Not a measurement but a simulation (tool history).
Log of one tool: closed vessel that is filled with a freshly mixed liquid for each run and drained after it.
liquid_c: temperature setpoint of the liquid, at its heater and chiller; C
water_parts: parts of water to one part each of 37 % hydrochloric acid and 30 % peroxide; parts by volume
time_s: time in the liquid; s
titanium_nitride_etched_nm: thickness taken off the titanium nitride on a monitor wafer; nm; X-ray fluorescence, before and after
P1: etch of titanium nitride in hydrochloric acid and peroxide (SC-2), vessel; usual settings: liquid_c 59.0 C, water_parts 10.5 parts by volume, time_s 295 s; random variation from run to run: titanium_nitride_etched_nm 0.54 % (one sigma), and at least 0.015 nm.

{"run": 1, "hour": 7.4, "liquid_c": 59.0, "water_parts": 10.5, "time_s": 295, "titanium_nitride_etched_nm": 15.004}
{"run": 2, "hour": 14.7, "liquid_c": 59.0, "water_parts": 10.5, "time_s": 295, "titanium_nitride_etched_nm": 15.022}
{"hour": 16.4, "done": "new drum of peroxide connected"}
{"run": 3, "hour": 25.9, "liquid_c": 59.0, "water_parts": 4.0, "time_s": 295, "titanium_nitride_etched_nm": 31.292}
{"run": 4, "hour": 35.5, "liquid_c": 59.0, "water_parts": 10.5, "time_s": 30, "titanium_nitride_etched_nm": 1.523}
{"run": 5, "hour": 48.5, "liquid_c": 59.0, "water_parts": 16.0, "time_s": 295, "titanium_nitride_etched_nm": 10.397}
{"run": 6, "hour": 59.0, "liquid_c": 59.0, "water_parts": 16.0, "time_s": 40, "titanium_nitride_etched_nm": 1.4362}
{"run": 7, "hour": 66.1, "liquid_c": 47.5, "water_parts": 10.5, "time_s": 570, "titanium_nitride_etched_nm": 13.569}
{"run": 8, "hour": 76.7, "liquid_c": 59.0, "water_parts": 10.5, "time_s": 420, "titanium_nitride_etched_nm": 21.352}
{"run": 9, "hour": 84.5, "liquid_c": 59.0, "water_parts": 15.5, "time_s": 165, "titanium_nitride_etched_nm": 5.9165}
{"run": 10, "hour": 91.4, "liquid_c": 59.0, "water_parts": 10.5, "time_s": 295, "titanium_nitride_etched_nm": 14.953}
{"run": 11, "hour": 104.5, "liquid_c": 72.0, "water_parts": 10.5, "time_s": 295, "titanium_nitride_etched_nm": 32.804}
{"run": 12, "hour": 116.4, "liquid_c": 42.5, "water_parts": 10.5, "time_s": 295, "titanium_nitride_etched_nm": 5.0396}
{"run": 13, "hour": 122.6, "liquid_c": 59.0, "water_parts": 10.5, "time_s": 295, "titanium_nitride_etched_nm": 15.04}
{"run": 14, "hour": 135.6, "liquid_c": 59.0, "water_parts": 10.5, "time_s": 295, "titanium_nitride_etched_nm": 14.958}
{"run": 15, "hour": 143.5, "liquid_c": 59.0, "water_parts": 10.5, "time_s": 295, "titanium_nitride_etched_nm": 14.568}
{"run": 16, "hour": 155.5, "liquid_c": 59.0, "water_parts": 10.5, "time_s": 295, "titanium_nitride_etched_nm": 14.022}

Run 17 comes next. What will it give?
{"run": 17, "hour": 163.7, "liquid_c": 59.0, "water_parts": 10.5, "time_s": 295, "titanium_nitride_etched_nm": "?"}

Run 17 gave titanium_nitride_etched_nm 14.0370 nm.
